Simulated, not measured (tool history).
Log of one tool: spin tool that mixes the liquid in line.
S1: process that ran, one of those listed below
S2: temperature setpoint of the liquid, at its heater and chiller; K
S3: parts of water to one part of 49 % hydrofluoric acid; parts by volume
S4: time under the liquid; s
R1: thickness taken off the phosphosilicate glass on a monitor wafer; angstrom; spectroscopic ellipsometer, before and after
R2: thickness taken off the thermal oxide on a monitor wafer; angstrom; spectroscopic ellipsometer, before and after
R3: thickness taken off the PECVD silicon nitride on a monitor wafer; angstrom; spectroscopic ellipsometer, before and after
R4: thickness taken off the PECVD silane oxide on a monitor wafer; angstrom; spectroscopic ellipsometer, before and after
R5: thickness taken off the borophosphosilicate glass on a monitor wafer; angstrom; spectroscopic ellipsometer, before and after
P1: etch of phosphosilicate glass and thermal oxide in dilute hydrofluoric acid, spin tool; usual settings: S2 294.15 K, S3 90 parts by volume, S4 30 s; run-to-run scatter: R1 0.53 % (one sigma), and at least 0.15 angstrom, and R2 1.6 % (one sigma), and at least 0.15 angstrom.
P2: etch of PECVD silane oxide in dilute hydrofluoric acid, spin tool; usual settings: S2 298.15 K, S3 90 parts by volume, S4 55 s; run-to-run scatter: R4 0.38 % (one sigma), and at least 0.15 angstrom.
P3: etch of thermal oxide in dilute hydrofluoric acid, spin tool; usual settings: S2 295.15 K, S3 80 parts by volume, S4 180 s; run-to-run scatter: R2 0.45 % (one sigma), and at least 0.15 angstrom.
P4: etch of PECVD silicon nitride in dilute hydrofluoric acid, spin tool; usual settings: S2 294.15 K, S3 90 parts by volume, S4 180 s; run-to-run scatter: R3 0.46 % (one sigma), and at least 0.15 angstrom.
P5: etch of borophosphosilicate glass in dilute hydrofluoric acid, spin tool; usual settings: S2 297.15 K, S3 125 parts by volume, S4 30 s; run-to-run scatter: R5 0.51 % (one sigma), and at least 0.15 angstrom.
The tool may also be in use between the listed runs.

run 1 day=0.446 | S1=P1 S2=294.15 S3=90 S4=30 | R1=430.43 R2=14.5600
run 2 day=1.071 | S1=P1 S2=290.15 S3=90 S4=30 | R1=363.02 R2=12.4900
run 3 day=1.529 | S1=P1 S2=301.15 S3=90 S4=60 | R1=1126.10 R2=38.4640
run 4 day=2.042 | S1=P1 S2=294.15 S3=150 S4=30 | R1=236.63 R2=8.2276
run 5 day=2.683 | S1=P4 S2=294.15 S3=40 S4=180 | R3=214.550
run 6 day=3.017 | S1=P1 S2=294.15 S3=90 S4=30 | R1=429.35 R2=14.3460
run 7 day=3.533 | S1=P2 S2=298.15 S3=30 S4=55 | R4=564.37
run 8 day=4.142 | S1=P4 S2=302.15 S3=90 S4=180 | R3=165.500
run 9 day=4.700 | S1=P5 S2=290.15 S3=125 S4=30 | R5=67.804
run 10 day=5.350 | S1=P2 S2=298.15 S3=90 S4=85 | R4=268.84
run 11 day=6.067 | S1=P3 S2=295.15 S3=80 S4=320 | R2=173.7900
run 12 day=6.688 | S1=P2 S2=291.65 S3=90 S4=55 | R4=133.01
run 13 day=7.275 | S1=P1 S2=294.15 S3=90 S4=30 | R1=429.84 R2=14.8500
run 14 day=7.712 | S1=P1 S2=294.15 S3=90 S4=30 | R1=425.92 R2=14.7420
run 15 day=8.342 | S1=P2 S2=298.15 S3=90 S4=55 | R4=172.96
run 16 day=8.708 | S1=P3 S2=295.15 S3=20 S4=180 | R2=414.8200
run 17 day=9.038 | S1=P3 S2=295.15 S3=80 S4=180 | R2=97.8140
run 18 day=9.517 | S1=P5 S2=297.15 S3=125 S4=30 | R5=88.874
run 19 day=10.075 | S1=P1 S2=294.15 S3=90 S4=15 | R1=213.72 R2=7.4255
run 20 day=10.642 | S1=P1 S2=294.15 S3=90 S4=55 | R1=788.57 R2=27.0360
run 21 day=11.288 | S1=P1 S2=294.15 S3=40 S4=30 | R1=1017.50 R2=36.1060
run 22 day=11.754 | S1=P1 S2=294.15 S3=90 S4=30 | R1=425.41 R2=14.4350
run 23 day=12.183 | S1=P1 S2=299.15 S3=90 S4=30 | R1=522.08 R2=18.2550
run 24 day=12.875 | S1=P3 S2=290.15 S3=80 S4=180 | R2=78.5820
run 25 day=13.429 | S1=P5 S2=297.15 S3=30 S4=30 | R5=421.390
run 26 day=13.817 | S1=P1 S2=298.65 S3=55 S4=30 | R1=871.69 R2=30.2850
run 27 day=14.467 | S1=P4 S2=294.15 S3=90 S4=350 | R3=188.670
run 28 day=15.075 | S1=P4 S2=294.15 S3=90 S4=180 | R3=97.065
run 29 day=15.588 | S1=P5 S2=297.15 S3=125 S4=15 | R5=45.045
run 30 day=16.133 | S1=P1 S2=294.15 S3=90 S4=30 | R1=426.04 R2=14.4690
run 31 day=16.538 | S1=P1 S2=294.15 S3=90 S4=30 | R1=419.71 R2=15.0210
run 32 day=17.008 | S1=P1 S2=294.15 S3=90 S4=30 | R1=410.13 R2=14.1570
run 33 day=17.421 | S1=P1 S2=294.15 S3=90 S4=30 | R1=405.11 R2=13.9180
run 34 day=17.908 | S1=P1 S2=294.15 S3=90 S4=30 | R1=401.24 R2=14.0410
run 35 day=18.488 | S1=P1 S2=294.15 S3=90 S4=30 | R1=402.54 R2=14.0800
run 36 day=19.200 | S1=P1 S2=294.15 S3=90 S4=30 | R1=398.85 R2=13.5920
run 37 day=19.808 | S1=P1 S2=294.15 S3=90 S4=30 | R1=394.98 R2=13.5660
run 38 day=20.358 | S1=P1 S2=294.15 S3=90 S4=30 | R1=394.06 R2=13.4340
run 39 day=21.050 | S1=P1 S2=294.15 S3=90 S4=30 | R1=396.37 R2=13.5870

What P1 gives has crept away from where it was. These 2 causes fit the log equally well, each at the size given:
A: hydrofluoric acid flow below the setpoint (%) = 6.61
B: liquid colder than its thermometer reads (K) = 1.84
The creep began at about day 16.133.

4 check runs are offered, one wafer each, their results left as question marks. Which one tells the causes apart?
run check 1 day=21.742 | S1=P4 S2=302.15 S3=90 S4=180 | R3=?
run check 2 day=21.742 | S1=P2 S2=294.15 S3=90 S4=55 | R4=?
run check 3 day=21.742 | S1=P3 S2=290.15 S3=80 S4=250 | R2=?
run check 4 day=21.742 | S1=P5 S2=292.15 S3=70 S4=30 | R5=?

What each check would give under each cause:
check=check_1 result=R3 if_A=153.420 if_B=146.030
check=check_2 result=R4 if_A=137.25 if_B=137.22
check=check_3 result=R2 if_A=101.5100 if_B=101.0300
check=check_4 result=R5 if_A=129.130 if_B=128.560
How far apart the two closest causes lie, in the result that separates them most: check 1 4.94 %; check 2 0.03 %; check 3 0.48 %; check 4 0.44 %
Check 1 tells the causes apart: in the others they would give nearly the same result.

Then check 1 was run and gave: R3 145.960 angstrom. Which cause is it?

It is B: liquid colder than its thermometer reads (K).
